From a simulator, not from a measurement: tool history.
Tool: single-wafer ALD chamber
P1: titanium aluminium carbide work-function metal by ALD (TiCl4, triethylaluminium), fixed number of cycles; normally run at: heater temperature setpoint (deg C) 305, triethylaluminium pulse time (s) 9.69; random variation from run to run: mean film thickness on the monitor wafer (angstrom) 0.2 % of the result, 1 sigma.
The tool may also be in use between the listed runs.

| run | hour | heater temperature setpoint (deg C) | triethylaluminium pulse time (s) | hours since the last thermocouple change | hours since the last triethylaluminium bottle change | mean film thickness on the monitor wafer (angstrom) |
|---|---|---|---|---|---|---|
| 1 | 11.0 | 305 | 9.69 | 1182.3 | 172.5 | 20.287 |
| 2 | 22.7 | 305 | 9.69 | 1194.0 | 184.2 | 20.256 |
| 3 | 39.8 | 305 | 9.69 | 1211.1 | 201.3 | 20.242 |
| 4 | 55.4 | 305 | 9.69 | 1226.7 | 216.9 | 20.253 |
| 5 | 64.1 | 285 | 13.11 | 1235.4 | 225.6 | 19.000 |
| 6 | 71.7 | 305 | 9.69 | 1243.0 | 233.2 | 20.312 |
| 7 | 88.7 | 305 | 9.69 | 1260.0 | 250.2 | 20.239 |
| 8 | 99.0 | 328 | 9.69 | 1270.3 | 260.5 | 22.233 |
| 9 | 114.9 | 305 | 13.67 | 1286.2 | 276.4 | 20.747 |
| 10 | 122.5 | 328 | 13.55 | 1293.8 | 284.0 | 22.885 |
| 11 | 136.9 | 280 | 9.69 | 1308.2 | 298.4 | 18.046 |
|  | 146.8 | triethylaluminium bottle replaced |
| 12 | 153.4 | 327 | 13.13 | 1324.7 | 6.7 | 22.759 |
| 13 | 161.7 | 305 | 3.31 | 1333.0 | 15.0 | 14.290 |
| 14 | 177.0 | 305 | 9.69 | 1348.3 | 30.3 | 20.238 |
| 15 | 186.2 | 305 | 9.69 | 1357.5 | 39.5 | 20.319 |
| 16 | 194.1 | 305 | 9.69 | 1365.4 | 47.4 | 20.190 |
| 17 | 204.2 | 305 | 9.69 | 1375.5 | 57.5 | 20.085 |
| 18 | 217.4 | 305 | 9.69 | 1388.7 | 70.7 | 20.026 |
| 19 | 227.2 | 305 | 9.69 | 1398.5 | 80.5 | 19.975 |

Forecast run 20:
| 20 | 235.5 | 305 | 9.69 | 1406.8 | 88.8 | ? |

Run 20 gave mean film thickness on the monitor wafer (angstrom) 20.006.
